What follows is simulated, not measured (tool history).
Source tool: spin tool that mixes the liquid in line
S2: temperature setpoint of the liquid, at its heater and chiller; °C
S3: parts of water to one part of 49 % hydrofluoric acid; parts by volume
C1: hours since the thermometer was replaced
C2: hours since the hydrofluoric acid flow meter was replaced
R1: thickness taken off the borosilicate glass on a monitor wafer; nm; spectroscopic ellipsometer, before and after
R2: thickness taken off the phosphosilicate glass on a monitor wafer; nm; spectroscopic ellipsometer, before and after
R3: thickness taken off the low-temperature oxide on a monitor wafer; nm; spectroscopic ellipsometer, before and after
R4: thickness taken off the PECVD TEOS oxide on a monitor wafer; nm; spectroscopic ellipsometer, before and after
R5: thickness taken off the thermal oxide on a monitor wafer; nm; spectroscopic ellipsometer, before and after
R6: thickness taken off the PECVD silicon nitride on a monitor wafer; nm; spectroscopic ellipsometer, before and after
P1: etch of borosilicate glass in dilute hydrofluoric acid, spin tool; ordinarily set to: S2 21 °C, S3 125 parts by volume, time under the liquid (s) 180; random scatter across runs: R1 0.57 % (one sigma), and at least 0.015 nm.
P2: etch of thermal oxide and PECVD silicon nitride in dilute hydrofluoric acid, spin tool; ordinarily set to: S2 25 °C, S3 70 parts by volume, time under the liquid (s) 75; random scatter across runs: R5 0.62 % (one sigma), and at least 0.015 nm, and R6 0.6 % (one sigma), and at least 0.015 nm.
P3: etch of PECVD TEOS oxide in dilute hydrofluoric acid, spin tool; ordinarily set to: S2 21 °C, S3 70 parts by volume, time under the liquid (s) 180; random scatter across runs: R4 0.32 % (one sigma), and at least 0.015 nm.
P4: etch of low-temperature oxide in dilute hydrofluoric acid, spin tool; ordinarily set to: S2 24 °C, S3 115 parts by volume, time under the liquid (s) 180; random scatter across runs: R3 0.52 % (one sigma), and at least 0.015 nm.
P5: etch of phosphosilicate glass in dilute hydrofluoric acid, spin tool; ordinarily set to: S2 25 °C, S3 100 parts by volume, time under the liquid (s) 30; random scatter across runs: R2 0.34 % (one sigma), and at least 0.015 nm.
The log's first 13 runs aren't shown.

run 14 hour=166.1 | process_that_ran=P4 S2=24 S3=115 time_under_the_liquid_(s)=345 | C1=605.6 C2=103.4 | R3=42.41
run 15 hour=179.9 | process_that_ran=P3 S2=21 S3=20 time_under_the_liquid_(s)=180 | C1=619.4 C2=117.2 | R4=112.63
run 16 hour=194 | process_that_ran=P1 S2=21 S3=125 time_under_the_liquid_(s)=180 | C1=633.5 C2=131.3 | R1=33.997
run 17 hour=204.4 | process_that_ran=P5 S2=25 S3=100 time_under_the_liquid_(s)=50 | C1=643.9 C2=141.7 | R2=59.674
run 18 hour=211.9 | process_that_ran=P1 S2=21 S3=125 time_under_the_liquid_(s)=180 | C1=651.4 C2=149.2 | R1=33.922
run 19 hour=220.2 | process_that_ran=P3 S2=21 S3=70 time_under_the_liquid_(s)=180 | C1=659.7 C2=157.5 | R4=30.511
run 20 hour=230 | process_that_ran=P5 S2=25 S3=45 time_under_the_liquid_(s)=30 | C1=669.5 C2=167.3 | R2=85.451
run 21 hour=240.4 | process_that_ran=P5 S2=19 S3=100 time_under_the_liquid_(s)=30 | C1=679.9 C2=177.7 | R2=28.255

What will run 22 give?
run 22 hour=255.3 | process_that_ran=P2 S2=20.5 S3=70 time_under_the_liquid_(s)=75 | C1=694.8 C2=192.6 | R5=? R6=?

R5: 4.246 nm
R6: 4.0019 nm
